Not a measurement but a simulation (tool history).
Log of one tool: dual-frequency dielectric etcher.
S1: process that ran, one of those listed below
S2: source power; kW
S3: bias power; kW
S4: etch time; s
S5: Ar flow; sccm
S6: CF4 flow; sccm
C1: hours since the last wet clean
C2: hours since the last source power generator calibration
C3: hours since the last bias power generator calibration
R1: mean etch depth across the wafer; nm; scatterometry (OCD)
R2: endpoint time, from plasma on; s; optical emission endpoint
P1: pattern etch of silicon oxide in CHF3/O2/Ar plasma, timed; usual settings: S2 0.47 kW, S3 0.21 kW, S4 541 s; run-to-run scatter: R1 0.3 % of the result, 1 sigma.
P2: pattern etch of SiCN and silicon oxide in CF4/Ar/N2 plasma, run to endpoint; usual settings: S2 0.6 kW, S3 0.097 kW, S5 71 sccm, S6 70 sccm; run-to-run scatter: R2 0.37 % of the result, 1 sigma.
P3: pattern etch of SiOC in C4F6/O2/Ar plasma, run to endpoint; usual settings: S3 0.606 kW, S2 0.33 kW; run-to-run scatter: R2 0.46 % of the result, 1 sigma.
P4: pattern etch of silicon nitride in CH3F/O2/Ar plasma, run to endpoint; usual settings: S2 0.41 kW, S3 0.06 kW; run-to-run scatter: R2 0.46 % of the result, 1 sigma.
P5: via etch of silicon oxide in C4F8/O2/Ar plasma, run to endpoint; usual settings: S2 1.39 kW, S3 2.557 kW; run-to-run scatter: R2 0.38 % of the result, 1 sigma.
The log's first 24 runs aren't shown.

run	day	S1	S2	S3	S4	S5	S6	C1	C2	C3	R1	R2
25	11.854	P3	0.25	0.606				27.1	2946.6	853.2		17.592
26	12.433	P4	0.41	0.06				41	2960.5	867.1		34.142
27	13.008	P4	0.41	0.083				54.8	2974.3	880.9		30.206
28	13.333	P1	0.47	0.21	804			62.6	2982.1	888.7	1449	
29	13.796	P4	0.27	0.06				73.7	2993.2	899.8		39.557
30	14.479	P1	0.47	0.21	541			90.1	3009.6	916.2	980.74	
31	14.921	P1	0.47	0.21	541			100.7	3020.2	926.8	976.62	
32	15.317	P1	0.47	0.21	541			110.2	3029.7	936.3	975.24	
33	15.888	P1	0.47	0.21	541			123.9	3043.4	950	970.29	
34	16.275	P1	0.47	0.21	541			133.2	3052.7	959.3	966.4	
35	16.942	P1	0.47	0.21	541			149.2	3068.7	975.3	969.09	
# day 16.979: wet clean of the chamber
36	17.633	P1	0.47	0.21	541			15.8	3085.3	991.9	962.66	

Forecast run 37:
37	18.204	P1	0.47	0.21	541			29.5	3099	1005.6	?	

R1: 965.59 nm
